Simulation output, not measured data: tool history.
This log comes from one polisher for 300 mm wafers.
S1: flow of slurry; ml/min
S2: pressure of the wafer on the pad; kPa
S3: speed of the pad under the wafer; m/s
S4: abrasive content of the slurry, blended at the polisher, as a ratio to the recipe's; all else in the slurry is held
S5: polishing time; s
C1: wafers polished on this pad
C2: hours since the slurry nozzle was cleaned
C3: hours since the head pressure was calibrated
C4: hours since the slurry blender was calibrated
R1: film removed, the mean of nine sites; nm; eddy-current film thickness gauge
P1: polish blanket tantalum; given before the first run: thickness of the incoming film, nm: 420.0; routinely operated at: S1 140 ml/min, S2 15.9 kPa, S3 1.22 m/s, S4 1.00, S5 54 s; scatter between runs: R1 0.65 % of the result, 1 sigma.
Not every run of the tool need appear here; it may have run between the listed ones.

run	hour	S1	S2	S3	S4	S5	C1	C2	C3	C4	R1
1	10.9	140	15.9	1.22	1.00	54	630	188.7	592.5	156.1	126.830
2	17.6	190	11.0	1.22	1.00	54	703	195.4	599.2	162.8	91.353
3	22.9	140	15.9	1.22	1.00	37	761	200.7	604.5	168.1	86.269
4	29.9	140	15.9	1.22	1.00	54	837	207.7	611.5	175.1	125.790
5	34.9	225	15.9	1.22	1.00	54	891	212.7	616.5	180.1	136.310
6	43.1	140	15.9	1.22	1.00	54	981	220.9	624.7	188.3	125.200
7	50.6	85	15.9	1.22	1.00	54	1062	228.4	632.2	195.8	111.970
# hour 52.7: slurry blender recalibrated
8	59.4	140	15.9	1.22	1.00	84	1158	237.2	641.0	6.8	196.610
9	67.5	140	15.9	1.50	1.30	54	1246	245.3	649.1	14.9	164.950
10	74.5	140	15.9	1.22	1.00	54	1322	252.3	656.1	21.9	125.420
11	82.3	140	15.9	1.92	1.00	54	1407	260.1	663.9	29.7	198.700
12	92.6	140	24.1	1.22	1.00	54	1520	270.4	674.2	40.0	193.440
13	100.0	140	15.9	0.56	1.00	54	1600	277.8	681.6	47.4	57.854
14	111.3	140	15.9	1.22	1.00	54	1723	289.1	692.9	58.7	125.270
15	121.3	140	10.3	1.22	1.00	54	1832	299.1	702.9	68.7	82.409
16	127.2	140	15.9	1.22	1.25	54	1896	305.0	708.8	74.6	132.720
17	133.9	140	15.9	1.22	0.65	54	1969	311.7	715.5	81.3	109.060
18	144.7	140	15.9	1.22	1.00	54	2087	322.5	726.3	92.1	126.520
19	151.0	140	15.9	1.22	1.00	54	2155	328.8	732.6	98.4	122.740
20	156.9	140	15.9	1.22	1.00	54	2219	334.7	738.5	104.3	119.970
21	166.6	140	15.9	1.22	1.00	54	2325	344.4	748.2	114.0	117.920
22	175.3	140	15.9	1.22	1.00	54	2420	353.1	756.9	122.7	115.250
23	182.6	140	15.9	1.22	1.00	54	2499	360.4	764.2	130.0	114.080
# hour 183.0: slurry nozzle cleaned
24	188.4	140	15.9	1.22	1.00	54	2562	5.4	770.0	135.8	114.910
# hour 197.1: head pressure recalibrated
25	199.7	140	15.9	1.22	1.00	54	2685	16.7	2.7	147.1	113.670
26	208.2	140	15.9	1.22	1.00	54	2778	25.2	11.2	155.6	111.660
27	216.1	140	15.9	1.22	1.00	54	2864	33.1	19.1	163.5	114.040
28	227.5	140	15.9	1.22	1.00	54	2988	44.5	30.5	174.9	112.040

Something has made what P1 gives creep away from where it was; the 2 causes below, each at its own stated size, fit the log equally well:
A: removal rate lost through wear of the pad, % = 10.5
B: abrasive missing from the slurry, % = 29.2
The process output started creeping at around hour 144.7.
Why every other cause is out:
slurry flow missing at the pad, %: serviced at hour 183.0, after the drift had started, without restoring the earlier output
head's pressure below its setpoint, %: serviced at hour 197.1, after the drift had started, without restoring the earlier output

You are offered 4 check runs, listed below with question marks in place of their results; each one averages 3 wafers. Which run separates the listed causes by giving clearly different results for each?
check 1	238.9	140	24.1	1.86	1.00	54					?
check 2	238.9	140	15.9	0.70	1.00	54					?
check 3	238.9	140	15.9	1.22	0.70	80					?
check 4	238.9	140	15.9	1.22	1.00	80					?

What every check run would give for each of its results, assuming each possible cause in turn:
check	result	if A	if B
check 1	R1	261.000	260.880
check 2	R1	64.548	64.518
check 3	R1	148.480	144.270
check 4	R1	166.660	166.590
Per-check spread between the two closest causes, in the result where they differ most: check 1 0.05 %; check 2 0.05 %; check 3 2.88 %; check 4 0.05 %
The other checks would show nearly matching results whichever cause is true, so check 3 is the only one that separates the causes.

With check 3 done, the readings were: R1 148.160 nm. Identify which of the listed causes applies.

Of the candidate causes, it is A: removal rate lost through wear of the pad, %.
